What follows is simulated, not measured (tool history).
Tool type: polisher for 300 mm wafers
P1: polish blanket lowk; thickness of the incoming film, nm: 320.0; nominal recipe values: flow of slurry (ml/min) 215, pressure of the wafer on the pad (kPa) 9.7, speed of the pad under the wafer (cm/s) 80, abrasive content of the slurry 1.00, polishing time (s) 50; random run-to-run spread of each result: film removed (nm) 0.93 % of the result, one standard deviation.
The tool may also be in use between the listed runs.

run	hour	flow of slurry (ml/min)	pressure of the wafer on the pad (kPa)	speed of the pad under the wafer (cm/s)	abrasive content of the slurry	polishing time (s)	film removed (nm)
1	5.7	215	9.7	80	1.00	50	11.0280
2	11.9	215	9.7	80	1.25	50	12.1190
3	18.2	215	13.1	80	0.55	50	10.8670
4	24.8	215	9.7	80	1.00	50	10.9900
5	32.1	130	9.7	80	1.00	50	10.3360
6	39.3	215	9.7	100	1.00	50	13.2010
7	45.6	215	9.7	54	1.00	50	7.9777
8	49.4	215	9.7	80	1.00	50	11.0520
9	55.1	215	12.4	80	1.00	50	13.9730
10	62.9	215	9.7	80	1.00	50	11.1470
11	69.8	320	9.7	80	1.00	50	11.5640
12	75.6	215	9.7	80	1.00	50	10.9990
13	79.6	215	4.1	80	1.00	50	4.6612
14	85.5	215	9.7	80	1.00	50	10.8470
15	92.1	215	9.7	80	1.00	71	15.8030
16	99.7	215	9.7	80	0.55	50	8.0238
17	105.1	215	9.7	80	1.00	26	5.7066
18	109.4	215	9.7	80	1.00	50	11.0250
19	115.7	215	9.7	80	1.00	50	10.5160
20	121.7	215	9.7	80	1.00	50	10.3320
21	127.4	215	9.7	80	1.00	50	9.8866
# hour 129.0: slurry nozzle cleaned
22	131.8	215	9.7	80	1.00	50	9.9191
# hour 136.8: head pressure recalibrated
23	137.0	215	9.7	80	1.00	50	9.7597

The next listed run, before its measurement:
# hour 137.7: conditioning disc replaced and pad reconditioned
24	144.0	215	9.7	80	1.00	50	?

{"run 24": {"film removed (nm)": 9.7366}}

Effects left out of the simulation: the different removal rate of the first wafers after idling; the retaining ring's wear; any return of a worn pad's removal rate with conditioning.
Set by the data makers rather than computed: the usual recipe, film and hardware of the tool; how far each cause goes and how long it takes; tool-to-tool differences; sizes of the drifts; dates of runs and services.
